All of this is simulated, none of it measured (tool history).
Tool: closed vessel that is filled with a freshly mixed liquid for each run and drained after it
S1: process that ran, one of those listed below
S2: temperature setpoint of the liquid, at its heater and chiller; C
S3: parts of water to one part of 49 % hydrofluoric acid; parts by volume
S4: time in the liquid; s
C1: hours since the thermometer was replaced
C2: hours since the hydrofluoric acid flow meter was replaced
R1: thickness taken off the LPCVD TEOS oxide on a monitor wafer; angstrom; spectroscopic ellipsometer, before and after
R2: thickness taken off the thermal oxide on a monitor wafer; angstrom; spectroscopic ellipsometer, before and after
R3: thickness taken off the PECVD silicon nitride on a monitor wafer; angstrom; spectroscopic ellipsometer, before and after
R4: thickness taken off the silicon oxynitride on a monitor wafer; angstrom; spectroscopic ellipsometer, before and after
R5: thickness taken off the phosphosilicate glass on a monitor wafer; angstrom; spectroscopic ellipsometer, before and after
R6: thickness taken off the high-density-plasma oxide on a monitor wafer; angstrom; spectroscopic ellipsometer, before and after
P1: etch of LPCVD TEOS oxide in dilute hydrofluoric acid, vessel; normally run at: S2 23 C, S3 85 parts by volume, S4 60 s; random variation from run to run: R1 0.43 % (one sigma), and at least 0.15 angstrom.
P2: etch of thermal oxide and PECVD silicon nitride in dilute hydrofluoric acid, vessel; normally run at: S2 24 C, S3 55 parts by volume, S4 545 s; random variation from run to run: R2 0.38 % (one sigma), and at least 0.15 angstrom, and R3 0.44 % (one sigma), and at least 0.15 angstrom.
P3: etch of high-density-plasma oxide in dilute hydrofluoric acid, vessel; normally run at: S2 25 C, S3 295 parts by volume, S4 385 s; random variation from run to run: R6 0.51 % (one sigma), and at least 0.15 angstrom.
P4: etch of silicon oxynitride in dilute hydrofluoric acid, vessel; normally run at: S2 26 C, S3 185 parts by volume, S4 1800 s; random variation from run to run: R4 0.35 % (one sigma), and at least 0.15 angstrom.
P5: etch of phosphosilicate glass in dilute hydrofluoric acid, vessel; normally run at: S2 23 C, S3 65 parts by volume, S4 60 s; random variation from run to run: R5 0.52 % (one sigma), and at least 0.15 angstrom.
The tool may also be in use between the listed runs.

{"run": 1, "day": 0.412, "S1": "P1", "S2": 23, "S3": 85, "S4": 60, "C1": 728.3, "C2": 469.5, "R1": 299.04}
{"run": 2, "day": 1.025, "S1": "P1", "S2": 30.5, "S3": 40, "S4": 60, "C1": 743, "C2": 484.2, "R1": 912.43}
{"run": 3, "day": 1.662, "S1": "P2", "S2": 24, "S3": 55, "S4": 545, "C1": 758.3, "C2": 499.5, "R2": 512.39, "R3": 199.98}
{"run": 4, "day": 2.158, "S1": "P1", "S2": 17, "S3": 85, "S4": 105, "C1": 770.2, "C2": 511.4, "R1": 410.48}
{"run": 5, "day": 2.629, "S1": "P4", "S2": 26, "S3": 290, "S4": 1800, "C1": 781.5, "C2": 522.7, "R4": 83.3}
{"run": 6, "day": 3.283, "S1": "P1", "S2": 28, "S3": 85, "S4": 60, "C1": 797.2, "C2": 538.4, "R1": 365.44}
{"run": 7, "day": 3.846, "S1": "P1", "S2": 23, "S3": 135, "S4": 60, "C1": 810.7, "C2": 551.9, "R1": 177.27}
{"run": 8, "day": 4.217, "S1": "P5", "S2": 31, "S3": 65, "S4": 60, "C1": 819.6, "C2": 560.8, "R5": 952.38}
{"run": 9, "day": 4.512, "S1": "P2", "S2": 29, "S3": 55, "S4": 545, "C1": 826.7, "C2": 567.9, "R2": 627.32, "R3": 275.87}
{"run": 10, "day": 4.904, "S1": "P4", "S2": 22, "S3": 185, "S4": 1800, "C1": 836.1, "C2": 577.3, "R4": 118.03}
{"run": 11, "day": 5.25, "S1": "P1", "S2": 23, "S3": 85, "S4": 60, "C1": 844.4, "C2": 585.6, "R1": 300.69}
{"run": 12, "day": 5.638, "S1": "P1", "S2": 23, "S3": 85, "S4": 60, "C1": 853.7, "C2": 594.9, "R1": 299.69}
{"run": 13, "day": 6.088, "S1": "P5", "S2": 23, "S3": 65, "S4": 60, "C1": 864.5, "C2": 605.7, "R5": 697.12}
{"run": 14, "day": 6.4, "S1": "P1", "S2": 23, "S3": 85, "S4": 60, "C1": 872, "C2": 613.2, "R1": 300.45}
{"run": 15, "day": 6.854, "S1": "P5", "S2": 23, "S3": 95, "S4": 60, "C1": 882.9, "C2": 624.1, "R5": 457.95}
{"run": 16, "day": 7.308, "S1": "P3", "S2": 25, "S3": 295, "S4": 560, "C1": 893.8, "C2": 635, "R6": 77.894}
{"run": 17, "day": 7.679, "S1": "P3", "S2": 25, "S3": 295, "S4": 385, "C1": 902.7, "C2": 643.9, "R6": 54.062}
{"run": 18, "day": 8.275, "S1": "P5", "S2": 23, "S3": 65, "S4": 115, "C1": 917, "C2": 658.2, "R5": 1335.7}
{"run": 19, "day": 8.633, "S1": "P4", "S2": 26, "S3": 185, "S4": 65, "C1": 925.6, "C2": 666.8, "R4": 5.1081}
{"run": 20, "day": 8.979, "S1": "P2", "S2": 24, "S3": 55, "S4": 1045, "C1": 933.9, "C2": 675.1, "R2": 981.12, "R3": 382.38}
{"run": 21, "day": 9.558, "S1": "P1", "S2": 23, "S3": 85, "S4": 30, "C1": 947.8, "C2": 689, "R1": 150.47}
{"run": 22, "day": 9.858, "S1": "P1", "S2": 23, "S3": 85, "S4": 85, "C1": 955, "C2": 696.2, "R1": 427.21}
{"run": 23, "day": 10.346, "S1": "P1", "S2": 23, "S3": 85, "S4": 60, "C1": 966.7, "C2": 707.9, "R1": 299.5}
{"run": 24, "day": 11.0, "S1": "P2", "S2": 24, "S3": 30, "S4": 545, "C1": 982.4, "C2": 723.6, "R2": 979.2, "R3": 363.16}
{"run": 25, "day": 11.604, "S1": "P3", "S2": 20.5, "S3": 295, "S4": 385, "C1": 996.9, "C2": 738.1, "R6": 45.488}
{"run": 26, "day": 12.25, "S1": "P1", "S2": 23, "S3": 85, "S4": 60, "C1": 1012.4, "C2": 753.6, "R1": 300.93}
{"day": 12.575, "done": "thermometer replaced"}
{"run": 27, "day": 12.729, "S1": "P4", "S2": 26, "S3": 185, "S4": 1800, "C1": 3.8, "C2": 765.1, "R4": 141.34}
{"run": 28, "day": 13.388, "S1": "P3", "S2": 25, "S3": 55, "S4": 385, "C1": 19.6, "C2": 780.9, "R6": 379.74}
{"run": 29, "day": 14.05, "S1": "P1", "S2": 23, "S3": 30, "S4": 60, "C1": 35.5, "C2": 796.8, "R1": 914.11}
{"run": 30, "day": 14.617, "S1": "P1", "S2": 17, "S3": 85, "S4": 60, "C1": 49.1, "C2": 810.4, "R1": 233.68}
{"run": 31, "day": 14.921, "S1": "P1", "S2": 23, "S3": 85, "S4": 60, "C1": 56.4, "C2": 817.7, "R1": 301.11}
{"run": 32, "day": 15.292, "S1": "P1", "S2": 23, "S3": 85, "S4": 60, "C1": 65.3, "C2": 826.6, "R1": 296.6}
{"run": 33, "day": 15.892, "S1": "P1", "S2": 23, "S3": 85, "S4": 60, "C1": 79.7, "C2": 841, "R1": 290.41}
{"run": 34, "day": 16.371, "S1": "P1", "S2": 23, "S3": 85, "S4": 60, "C1": 91.2, "C2": 852.5, "R1": 289.67}
{"run": 35, "day": 16.888, "S1": "P1", "S2": 23, "S3": 85, "S4": 60, "C1": 103.6, "C2": 864.9, "R1": 288.28}
{"run": 36, "day": 17.354, "S1": "P1", "S2": 23, "S3": 85, "S4": 60, "C1": 114.8, "C2": 876.1, "R1": 283.67}
{"run": 37, "day": 17.971, "S1": "P1", "S2": 23, "S3": 85, "S4": 60, "C1": 129.6, "C2": 890.9, "R1": 283.88}
{"run": 38, "day": 18.596, "S1": "P1", "S2": 23, "S3": 85, "S4": 60, "C1": 144.6, "C2": 905.9, "R1": 283.99}
{"run": 39, "day": 19.104, "S1": "P1", "S2": 23, "S3": 85, "S4": 60, "C1": 156.8, "C2": 918.1, "R1": 283.35}
{"run": 40, "day": 19.5, "S1": "P1", "S2": 23, "S3": 85, "S4": 60, "C1": 166.3, "C2": 927.6, "R1": 282.67}
{"run": 41, "day": 19.796, "S1": "P1", "S2": 23, "S3": 85, "S4": 60, "C1": 173.4, "C2": 934.7, "R1": 282.52}

What P1 gives has crept away from where it was. These 2 causes fit the log equally well, each at the size given:
A: hydrofluoric acid flow below the setpoint (%) = 5.07
B: liquid colder than its thermometer reads (K) = 1.42
The creep began at about day 14.921.

4 check runs are offered, one wafer each, their results left as question marks. Which one tells the causes apart?
{"run": "check 1", "day": 20.092, "S1": "P2", "S2": 28, "S3": 55, "S4": 1005, "R2": "?", "R3": "?"}
{"run": "check 2", "day": 20.092, "S1": "P5", "S2": 30, "S3": 65, "S4": 60, "R5": "?"}
{"run": "check 3", "day": 20.092, "S1": "P4", "S2": 22, "S3": 185, "S4": 1800, "R4": "?"}
{"run": "check 4", "day": 20.092, "S1": "P3", "S2": 21, "S3": 145, "S4": 385, "R6": "?"}

What each check would give under each cause:
check=check_1 result=R2 if_A=1052.7 if_B=1052.3
check=check_1 result=R3 if_A=456.21 if_B=437.56
check=check_2 result=R5 if_A=868.49 if_B=870.17
check=check_3 result=R4 if_A=111.51 if_B=110.78
check=check_4 result=R6 if_A=103.66 if_B=104.05
How far apart the two closest causes lie, in the result that separates them most: check 1 4.17 %; check 2 0.19 %; check 3 0.66 %; check 4 0.37 %
Check 1 tells the causes apart: in the others they would give nearly the same result.

Check 1 was then run and gave: R2 1047 angstrom; R3 437.85 angstrom. Which cause is it?

It is B: liquid colder than its thermometer reads (K).
